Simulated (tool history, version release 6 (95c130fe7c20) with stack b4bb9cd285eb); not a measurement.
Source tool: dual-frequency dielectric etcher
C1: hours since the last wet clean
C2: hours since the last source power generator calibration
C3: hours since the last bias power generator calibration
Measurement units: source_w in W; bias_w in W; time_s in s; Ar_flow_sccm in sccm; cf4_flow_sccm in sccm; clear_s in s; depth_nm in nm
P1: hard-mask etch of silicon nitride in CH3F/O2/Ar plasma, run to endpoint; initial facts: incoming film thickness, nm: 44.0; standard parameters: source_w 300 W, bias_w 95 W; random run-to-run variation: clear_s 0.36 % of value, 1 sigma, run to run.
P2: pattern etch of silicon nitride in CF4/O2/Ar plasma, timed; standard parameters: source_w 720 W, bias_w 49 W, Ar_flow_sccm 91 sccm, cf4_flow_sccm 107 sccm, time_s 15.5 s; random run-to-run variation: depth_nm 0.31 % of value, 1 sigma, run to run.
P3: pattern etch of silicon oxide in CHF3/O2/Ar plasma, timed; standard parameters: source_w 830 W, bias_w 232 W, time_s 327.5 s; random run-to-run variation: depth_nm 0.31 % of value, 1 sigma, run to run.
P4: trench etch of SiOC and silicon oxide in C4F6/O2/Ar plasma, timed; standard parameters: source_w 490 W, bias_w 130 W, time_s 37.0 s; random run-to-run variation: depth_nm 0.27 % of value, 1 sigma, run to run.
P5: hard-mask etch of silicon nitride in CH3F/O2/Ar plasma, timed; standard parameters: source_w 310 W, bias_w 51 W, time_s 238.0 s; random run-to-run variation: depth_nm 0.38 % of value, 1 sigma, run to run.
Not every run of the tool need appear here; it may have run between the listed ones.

run 1 day=0.267 | process=P1 source_w=300 bias_w=95 | C1=233.4 C2=766.6 C3=2671.8 | clear_s=64.319
run 2 day=0.458 | process=P4 source_w=490 bias_w=130 time_s=37.0 | C1=238.0 C2=771.2 C3=2676.4 | depth_nm=70.706
run 3 day=0.650 | process=P2 source_w=440 bias_w=49 time_s=15.5 Ar_flow_sccm=91 cf4_flow_sccm=107 | C1=242.6 C2=775.8 C3=2681.0 | depth_nm=26.616
run 4 day=0.792 | process=P3 source_w=830 bias_w=155 time_s=327.5 | C1=246.0 C2=779.2 C3=2684.4 | depth_nm=696.330
run 5 day=1.046 | process=P4 source_w=490 bias_w=130 time_s=54.5 | C1=252.1 C2=785.3 C3=2690.5 | depth_nm=104.190
run 6 day=1.292 | process=P4 source_w=490 bias_w=84 time_s=37.0 | C1=258.0 C2=791.2 C3=2696.4 | depth_nm=63.001
run 7 day=1.438 | process=P1 source_w=230 bias_w=95 | C1=261.5 C2=794.7 C3=2699.9 | clear_s=71.343
run 8 day=1.575 | process=P4 source_w=630 bias_w=130 time_s=37.0 | C1=264.8 C2=798.0 C3=2703.2 | depth_nm=78.530
run 9 day=1.762 | process=P5 source_w=310 bias_w=51 time_s=238.0 | C1=269.3 C2=802.5 C3=2707.7 | depth_nm=133.420
run 10 day=1.950 | process=P2 source_w=720 bias_w=49 time_s=15.5 Ar_flow_sccm=91 cf4_flow_sccm=139 | C1=273.8 C2=807.0 C3=2712.2 | depth_nm=42.046
run 11 day=2.108 | process=P1 source_w=300 bias_w=95 | C1=277.6 C2=810.8 C3=2716.0 | clear_s=64.620
run 12 day=2.250 | process=P3 source_w=830 bias_w=232 time_s=216.0 | C1=281.0 C2=814.2 C3=2719.4 | depth_nm=525.430
-- day=2.525 wet clean of the chamber
run 13 day=2.533 | process=P1 source_w=370 bias_w=79 | C1=0.3 C2=821.0 C3=2726.2 | clear_s=63.456
run 14 day=2.725 | process=P1 source_w=300 bias_w=64 | C1=4.9 C2=825.6 C3=2730.8 | clear_s=74.681
run 15 day=2.892 | process=P1 source_w=300 bias_w=95 | C1=8.9 C2=829.6 C3=2734.8 | clear_s=64.930
run 16 day=3.204 | process=P2 source_w=720 bias_w=49 time_s=15.5 Ar_flow_sccm=56 cf4_flow_sccm=107 | C1=16.4 C2=837.1 C3=2742.3 | depth_nm=43.239
run 17 day=3.383 | process=P5 source_w=310 bias_w=37 time_s=238.0 | C1=20.7 C2=841.4 C3=2746.6 | depth_nm=120.850
run 18 day=3.525 | process=P5 source_w=310 bias_w=51 time_s=333.5 | C1=24.1 C2=844.8 C3=2750.0 | depth_nm=186.660
run 19 day=3.804 | process=P1 source_w=370 bias_w=95 | C1=30.8 C2=851.5 C3=2756.7 | clear_s=59.565
run 20 day=4.054 | process=P1 source_w=300 bias_w=95 | C1=36.8 C2=857.5 C3=2762.7 | clear_s=64.726
run 21 day=4.229 | process=P5 source_w=250 bias_w=51 time_s=238.0 | C1=41.0 C2=861.7 C3=2766.9 | depth_nm=122.640
run 22 day=4.488 | process=P2 source_w=720 bias_w=36 time_s=15.5 Ar_flow_sccm=91 cf4_flow_sccm=107 | C1=47.2 C2=867.9 C3=2773.1 | depth_nm=36.886
run 23 day=4.658 | process=P2 source_w=720 bias_w=49 time_s=21.0 Ar_flow_sccm=91 cf4_flow_sccm=107 | C1=51.3 C2=872.0 C3=2777.2 | depth_nm=55.565
run 24 day=4.804 | process=P3 source_w=990 bias_w=232 time_s=327.5 | C1=54.8 C2=875.5 C3=2780.7 | depth_nm=850.830
run 25 day=4.979 | process=P3 source_w=830 bias_w=232 time_s=327.5 | C1=59.0 C2=879.7 C3=2784.9 | depth_nm=793.790
run 26 day=5.271 | process=P1 source_w=300 bias_w=132 | C1=66.0 C2=886.7 C3=2791.9 | clear_s=56.928
run 27 day=5.479 | process=P2 source_w=720 bias_w=49 time_s=15.5 Ar_flow_sccm=91 cf4_flow_sccm=107 | C1=71.0 C2=891.7 C3=2796.9 | depth_nm=40.980
run 28 day=5.742 | process=P1 source_w=300 bias_w=95 | C1=77.3 C2=898.0 C3=2803.2 | clear_s=64.187
run 29 day=6.050 | process=P1 source_w=300 bias_w=95 | C1=84.7 C2=905.4 C3=2810.6 | clear_s=63.875
run 30 day=6.183 | process=P1 source_w=300 bias_w=95 | C1=87.9 C2=908.6 C3=2813.8 | clear_s=63.775
-- day=6.404 wet clean of the chamber
run 31 day=6.408 | process=P1 source_w=300 bias_w=95 | C1=0.1 C2=914.0 C3=2819.2 | clear_s=63.255
run 32 day=6.688 | process=P1 source_w=300 bias_w=95 | C1=6.8 C2=920.7 C3=2825.9 | clear_s=63.379
run 33 day=6.942 | process=P1 source_w=300 bias_w=95 | C1=12.9 C2=926.8 C3=2832.0 | clear_s=63.767
run 34 day=7.088 | process=P1 source_w=300 bias_w=95 | C1=16.4 C2=930.3 C3=2835.5 | clear_s=63.225

What P1 gives has crept away from where it was. These 2 causes fit the log equally well, each at the size given:
A: bias power that arrives over what is set, % = 4.99
B: source power that arrives over what is set, % = 4.99
Creep in the process output first set in at about day 5.742.
Each remaining cause and why it is not a fit:
chamber walls in a state that raises the etch rate, %: serviced at day 6.404, after the change had begun; the process did not return to its earlier output

Which of the 4 check runs listed below separates the causes, so that each cause would produce a clearly different result? Each run uses one wafer, and its results are marked with question marks.
run check 1 day=7.233 | process=P2 source_w=480 bias_w=49 time_s=15.5 Ar_flow_sccm=91 cf4_flow_sccm=107 | depth_nm=?
run check 2 day=7.233 | process=P4 source_w=490 bias_w=99 time_s=51.5 | depth_nm=?
run check 3 day=7.233 | process=P3 source_w=990 bias_w=232 time_s=327.5 | depth_nm=?
run check 4 day=7.233 | process=P5 source_w=310 bias_w=39 time_s=301.5 | depth_nm=?

What each check would give under each cause:
check=check_1 result=depth_nm if_A=29.286 if_B=30.016
check=check_2 result=depth_nm if_A=92.872 if_B=93.495
check=check_3 result=depth_nm if_A=863.960 if_B=865.560
check=check_4 result=depth_nm if_A=157.750 if_B=158.460
Smallest distance between any two causes, each pair judged by its most separating result, in per cent: check 1 2.46 %; check 2 0.67 %; check 3 0.18 %; check 4 0.45 %
Only check 1 tells the causes apart: in the others they would give nearly the same result.

Then check 1 was run and gave: depth_nm 30.064 nm. Which cause is it?

It was cause B: source power that arrives over what is set, %.
